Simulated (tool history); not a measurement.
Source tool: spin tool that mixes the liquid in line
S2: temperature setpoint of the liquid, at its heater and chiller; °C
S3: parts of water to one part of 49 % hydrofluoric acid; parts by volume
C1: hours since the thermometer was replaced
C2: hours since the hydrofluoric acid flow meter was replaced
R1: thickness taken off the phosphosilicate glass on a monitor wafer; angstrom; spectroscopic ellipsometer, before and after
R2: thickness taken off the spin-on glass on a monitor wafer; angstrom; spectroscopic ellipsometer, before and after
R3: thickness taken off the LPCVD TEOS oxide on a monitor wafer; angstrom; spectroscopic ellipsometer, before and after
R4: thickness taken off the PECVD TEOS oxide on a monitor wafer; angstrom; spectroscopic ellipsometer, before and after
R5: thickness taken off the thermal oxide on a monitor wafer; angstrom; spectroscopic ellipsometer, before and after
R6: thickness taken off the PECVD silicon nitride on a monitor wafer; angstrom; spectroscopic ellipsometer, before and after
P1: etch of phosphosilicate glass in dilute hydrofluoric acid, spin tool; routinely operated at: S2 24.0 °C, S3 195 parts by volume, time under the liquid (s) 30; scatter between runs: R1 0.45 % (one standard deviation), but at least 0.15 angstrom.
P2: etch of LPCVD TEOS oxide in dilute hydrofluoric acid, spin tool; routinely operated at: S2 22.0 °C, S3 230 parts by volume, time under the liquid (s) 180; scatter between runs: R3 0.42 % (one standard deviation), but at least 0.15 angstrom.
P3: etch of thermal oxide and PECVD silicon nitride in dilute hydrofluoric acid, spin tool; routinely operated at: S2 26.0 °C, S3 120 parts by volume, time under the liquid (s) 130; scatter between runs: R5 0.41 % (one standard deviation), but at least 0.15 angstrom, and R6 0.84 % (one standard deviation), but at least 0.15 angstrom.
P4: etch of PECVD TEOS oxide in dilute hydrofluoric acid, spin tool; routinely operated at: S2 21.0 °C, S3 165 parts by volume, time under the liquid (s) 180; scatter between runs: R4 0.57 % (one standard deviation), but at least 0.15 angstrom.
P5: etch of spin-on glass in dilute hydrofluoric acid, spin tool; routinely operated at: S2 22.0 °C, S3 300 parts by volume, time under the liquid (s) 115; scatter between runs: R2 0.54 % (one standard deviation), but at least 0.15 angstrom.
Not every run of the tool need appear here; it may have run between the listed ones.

{"run": 1, "hour": 6.2, "process that ran": "P1", "S2": 24.0, "S3": 195, "time under the liquid (s)": 30, "C1": 1359.5, "C2": 448.1, "R1": 221.93}
{"run": 2, "hour": 14.1, "process that ran": "P1", "S2": 24.0, "S3": 195, "time under the liquid (s)": 30, "C1": 1367.4, "C2": 456.0, "R1": 219.28}
{"run": 3, "hour": 20.9, "process that ran": "P1", "S2": 24.0, "S3": 325, "time under the liquid (s)": 30, "C1": 1374.2, "C2": 462.8, "R1": 114.86}
{"run": 4, "hour": 31.3, "process that ran": "P5", "S2": 22.0, "S3": 520, "time under the liquid (s)": 115, "C1": 1384.6, "C2": 473.2, "R2": 69.092}
{"run": 5, "hour": 43.4, "process that ran": "P1", "S2": 24.0, "S3": 195, "time under the liquid (s)": 30, "C1": 1396.7, "C2": 485.3, "R1": 221.43}
{"run": 6, "hour": 53.7, "process that ran": "P1", "S2": 24.0, "S3": 195, "time under the liquid (s)": 15, "C1": 1407.0, "C2": 495.6, "R1": 110.59}
{"run": 7, "hour": 59.2, "process that ran": "P1", "S2": 24.0, "S3": 195, "time under the liquid (s)": 30, "C1": 1412.5, "C2": 501.1, "R1": 221.01}
{"run": 8, "hour": 71.0, "process that ran": "P2", "S2": 22.0, "S3": 230, "time under the liquid (s)": 180, "C1": 1424.3, "C2": 512.9, "R3": 136.99}
{"run": 9, "hour": 81.8, "process that ran": "P1", "S2": 24.0, "S3": 75, "time under the liquid (s)": 30, "C1": 1435.1, "C2": 523.7, "R1": 663.69}
{"run": 10, "hour": 91.1, "process that ran": "P4", "S2": 29.0, "S3": 165, "time under the liquid (s)": 180, "C1": 1444.4, "C2": 533.0, "R4": 181.27}
{"run": 11, "hour": 96.6, "process that ran": "P2", "S2": 22.0, "S3": 125, "time under the liquid (s)": 180, "C1": 1449.9, "C2": 538.5, "R3": 284.23}
{"run": 12, "hour": 108.1, "process that ran": "P5", "S2": 22.0, "S3": 300, "time under the liquid (s)": 115, "C1": 1461.4, "C2": 550.0, "R2": 144.25}
{"run": 13, "hour": 116.9, "process that ran": "P1", "S2": 32.0, "S3": 195, "time under the liquid (s)": 30, "C1": 1470.2, "C2": 558.8, "R1": 291.34}
{"run": 14, "hour": 128.9, "process that ran": "P5", "S2": 22.0, "S3": 300, "time under the liquid (s)": 205, "C1": 1482.2, "C2": 570.8, "R2": 259.08}
{"run": 15, "hour": 140.9, "process that ran": "P3", "S2": 26.0, "S3": 120, "time under the liquid (s)": 130, "C1": 1494.2, "C2": 582.8, "R5": 55.057, "R6": 30.732}
{"run": 16, "hour": 146.4, "process that ran": "P4", "S2": 21.0, "S3": 165, "time under the liquid (s)": 65, "C1": 1499.7, "C2": 588.3, "R4": 48.495}
{"run": 17, "hour": 158.0, "process that ran": "P4", "S2": 21.0, "S3": 165, "time under the liquid (s)": 180, "C1": 1511.3, "C2": 599.9, "R4": 134.65}
{"run": 18, "hour": 165.0, "process that ran": "P3", "S2": 26.0, "S3": 120, "time under the liquid (s)": 130, "C1": 1518.3, "C2": 606.9, "R5": 54.984, "R6": 30.776}
{"hour": 169.9, "done": "hydrofluoric acid flow meter replaced"}
{"run": 19, "hour": 172.3, "process that ran": "P1", "S2": 17.0, "S3": 195, "time under the liquid (s)": 30, "C1": 1525.6, "C2": 2.5, "R1": 168.61}
{"run": 20, "hour": 183.7, "process that ran": "P4", "S2": 21.0, "S3": 70, "time under the liquid (s)": 180, "C1": 1537.0, "C2": 13.9, "R4": 354.66}
{"run": 21, "hour": 193.8, "process that ran": "P1", "S2": 24.0, "S3": 195, "time under the liquid (s)": 30, "C1": 1547.1, "C2": 24.0, "R1": 222.0}
{"run": 22, "hour": 205.6, "process that ran": "P2", "S2": 30.0, "S3": 230, "time under the liquid (s)": 180, "C1": 1558.9, "C2": 35.8, "R3": 183.82}
{"run": 23, "hour": 214.6, "process that ran": "P1", "S2": 24.0, "S3": 195, "time under the liquid (s)": 30, "C1": 1567.9, "C2": 44.8, "R1": 220.47}
{"run": 24, "hour": 223.8, "process that ran": "P5", "S2": 28.0, "S3": 300, "time under the liquid (s)": 115, "C1": 1577.1, "C2": 54.0, "R2": 178.18}
{"run": 25, "hour": 235.9, "process that ran": "P1", "S2": 24.0, "S3": 195, "time under the liquid (s)": 60, "C1": 1589.2, "C2": 66.1, "R1": 440.35}
{"run": 26, "hour": 246.2, "process that ran": "P3", "S2": 19.0, "S3": 120, "time under the liquid (s)": 130, "C1": 1599.5, "C2": 76.4, "R5": 42.067, "R6": 19.92}
{"run": 27, "hour": 252.9, "process that ran": "P2", "S2": 22.0, "S3": 230, "time under the liquid (s)": 315, "C1": 1606.2, "C2": 83.1, "R3": 240.28}
{"run": 28, "hour": 263.4, "process that ran": "P3", "S2": 26.0, "S3": 50, "time under the liquid (s)": 130, "C1": 1616.7, "C2": 93.6, "R5": 144.73, "R6": 73.034}
{"run": 29, "hour": 271.1, "process that ran": "P3", "S2": 26.0, "S3": 120, "time under the liquid (s)": 15, "C1": 1624.4, "C2": 101.3, "R5": 6.1438, "R6": 3.5448}
{"run": 30, "hour": 277.7, "process that ran": "P1", "S2": 31.5, "S3": 195, "time under the liquid (s)": 15, "C1": 1631.0, "C2": 107.9, "R1": 143.04}
{"run": 31, "hour": 283.3, "process that ran": "P1", "S2": 24.0, "S3": 195, "time under the liquid (s)": 30, "C1": 1636.6, "C2": 113.5, "R1": 218.43}
{"run": 32, "hour": 288.9, "process that ran": "P1", "S2": 24.0, "S3": 195, "time under the liquid (s)": 30, "C1": 1642.2, "C2": 119.1, "R1": 213.98}
{"run": 33, "hour": 296.2, "process that ran": "P1", "S2": 24.0, "S3": 195, "time under the liquid (s)": 30, "C1": 1649.5, "C2": 126.4, "R1": 208.47}
{"run": 34, "hour": 306.7, "process that ran": "P1", "S2": 24.0, "S3": 195, "time under the liquid (s)": 30, "C1": 1660.0, "C2": 136.9, "R1": 206.37}
{"run": 35, "hour": 319.0, "process that ran": "P1", "S2": 24.0, "S3": 195, "time under the liquid (s)": 30, "C1": 1672.3, "C2": 149.2, "R1": 205.57}
{"run": 36, "hour": 328.4, "process that ran": "P1", "S2": 24.0, "S3": 195, "time under the liquid (s)": 30, "C1": 1681.7, "C2": 158.6, "R1": 202.54}

Run 37 is up next; what results do you expect?
{"run": 37, "hour": 334.5, "process that ran": "P1", "S2": 24.0, "S3": 195, "time under the liquid (s)": 30, "C1": 1687.8, "C2": 164.7, "R1": "?"}

Run 37 came out at R1 202.36 angstrom.
